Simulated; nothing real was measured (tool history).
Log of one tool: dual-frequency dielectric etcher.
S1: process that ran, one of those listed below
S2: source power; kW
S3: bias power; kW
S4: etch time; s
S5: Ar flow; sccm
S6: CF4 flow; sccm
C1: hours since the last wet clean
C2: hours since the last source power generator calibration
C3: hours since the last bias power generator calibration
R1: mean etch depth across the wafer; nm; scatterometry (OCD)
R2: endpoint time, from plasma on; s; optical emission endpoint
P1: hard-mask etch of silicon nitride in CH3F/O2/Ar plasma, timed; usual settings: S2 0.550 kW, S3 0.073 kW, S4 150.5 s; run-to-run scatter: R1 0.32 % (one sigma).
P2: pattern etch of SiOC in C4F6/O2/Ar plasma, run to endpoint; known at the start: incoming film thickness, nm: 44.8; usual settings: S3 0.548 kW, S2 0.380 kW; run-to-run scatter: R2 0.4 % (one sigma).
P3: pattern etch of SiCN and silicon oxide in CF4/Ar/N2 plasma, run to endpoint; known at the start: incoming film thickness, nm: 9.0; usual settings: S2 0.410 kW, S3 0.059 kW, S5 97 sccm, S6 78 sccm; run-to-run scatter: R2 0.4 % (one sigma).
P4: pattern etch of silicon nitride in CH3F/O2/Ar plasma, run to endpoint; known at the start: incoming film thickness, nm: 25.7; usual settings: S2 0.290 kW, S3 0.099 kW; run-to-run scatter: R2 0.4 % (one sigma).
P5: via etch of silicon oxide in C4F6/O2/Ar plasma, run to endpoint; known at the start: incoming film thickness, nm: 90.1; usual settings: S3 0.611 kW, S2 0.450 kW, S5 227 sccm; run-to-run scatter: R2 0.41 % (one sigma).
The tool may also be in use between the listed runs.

run	hour	S1	S2	S3	S4	S5	S6	C1	C2	C3	R1	R2
1	7.9	P1	0.550	0.073	150.5			305.0	1607.5	845.2	118.750	
2	14.6	P1	0.550	0.073	150.5			311.7	1614.2	851.9	118.190	
3	29.5	P1	0.700	0.073	150.5			326.6	1629.1	866.8	129.800	
4	42.5	P4	0.360	0.099				339.6	1642.1	879.8		34.3540
5	56.3	P1	0.550	0.073	150.5			353.4	1655.9	893.6	117.750	
6	65.7	P5	0.450	0.611		227		362.8	1665.3	903.0		16.9300
7	73.4	P1	0.390	0.088	150.5			370.5	1673.0	910.7	110.440	
8	80.5	P1	0.550	0.073	199.5			377.6	1680.1	917.8	156.790	
9	91.2	P3	0.410	0.059		97	78	388.3	1690.8	928.5		11.8430
10	102.7	P1	0.550	0.046	150.5			399.8	1702.3	940.0	101.640	
11	113.9	P4	0.290	0.099				411.0	1713.5	951.2		37.4860
12	124.8	P1	0.550	0.073	150.5			421.9	1724.4	962.1	118.650	
13	132.4	P4	0.290	0.129				429.5	1732.0	969.7		33.7160
14	147.3	P5	0.450	0.611		227		444.4	1746.9	984.6		16.9130
15	161.1	P2	0.290	0.548				458.2	1760.7	998.4		16.0870
16	173.7	P5	0.540	0.611		227		470.8	1773.3	1011.0		15.8270
17	186.1	P5	0.450	0.611		269		483.2	1785.7	1023.4		17.3020
18	195.7	P3	0.410	0.077		97	78	492.8	1795.3	1033.0		10.8440
19	210.1	P5	0.450	0.398		227		507.2	1809.7	1047.4		19.8910
20	222.6	P2	0.380	0.548				519.7	1822.2	1059.9		14.7780
# hour 224.7: bias power generator calibrated
21	233.7	P3	0.410	0.059		130	78	530.8	1833.3	9.1		12.3470
22	246.1	P1	0.390	0.073	150.5			543.2	1845.7	21.5	103.510	
23	259.5	P1	0.740	0.073	202.5			556.6	1859.1	34.9	178.580	
24	267.9	P3	0.410	0.059		97	51	565.0	1867.5	43.3		12.6620
25	277.1	P1	0.550	0.073	109.0			574.2	1876.7	52.5	85.949	
26	291.3	P2	0.380	0.548				588.4	1890.9	66.7		14.8070
27	305.6	P1	0.550	0.089	150.5			602.7	1905.2	81.0	127.220	
28	318.6	P2	0.380	0.732				615.7	1918.2	94.0		13.0910
29	326.8	P1	0.550	0.073	150.5			623.9	1926.4	102.2	118.310	
30	336.2	P4	0.290	0.099				633.3	1935.8	111.6		37.2930
31	350.6	P3	0.560	0.059		97	78	647.7	1950.2	126.0		8.9315
32	357.6	P1	0.550	0.073	150.5			654.7	1957.2	133.0	118.010	
33	366.9	P1	0.550	0.073	150.5			664.0	1966.5	142.3	117.750	
34	374.5	P1	0.550	0.073	150.5			671.6	1974.1	149.9	116.880	
35	387.9	P1	0.550	0.073	150.5			685.0	1987.5	163.3	116.540	
36	398.5	P1	0.550	0.073	150.5			695.6	1998.1	173.9	115.610	
# hour 402.9: wet clean of the chamber
37	409.0	P1	0.550	0.073	150.5			6.1	2008.6	184.4	116.120	
38	418.8	P1	0.550	0.073	150.5			15.9	2018.4	194.2	116.420	

What P1 gives has crept away from where it was. These 2 causes fit the log equally well, each at the size given:
A: bias power that arrives under what is set, % = 4.62
B: source power that arrives under what is set, % = 4.05
The creep began at about hour 357.6.
Why every other cause is out:
chamber walls in a state that lowers the etch rate, %: serviced at hour 402.9, which brought nothing back

4 check runs are offered, each on 2 wafers whose results are averaged, their results left as question marks. Which one tells the causes apart?
check 1	428.6	P3	0.410	0.059		97	78					?
check 2	428.6	P4	0.290	0.099								?
check 3	428.6	P2	0.380	0.548								?
check 4	428.6	P5	0.450	0.611		227						?

What each check would give under each cause:
check	result	if A	if B
check 1	R2	11.9700	12.2330
check 2	R2	37.9650	37.8770
check 3	R2	14.9450	14.9050
check 4	R2	17.2790	17.2290
How far apart the two closest causes lie, in the result that separates them most: check 1 2.18 %; check 2 0.23 %; check 3 0.27 %; check 4 0.29 %
Check 1 tells the causes apart: in the others they would give nearly the same result.

Then check 1 was run and gave: R2 12.2430 s. Which cause is it?

It is B: source power that arrives under what is set, %.
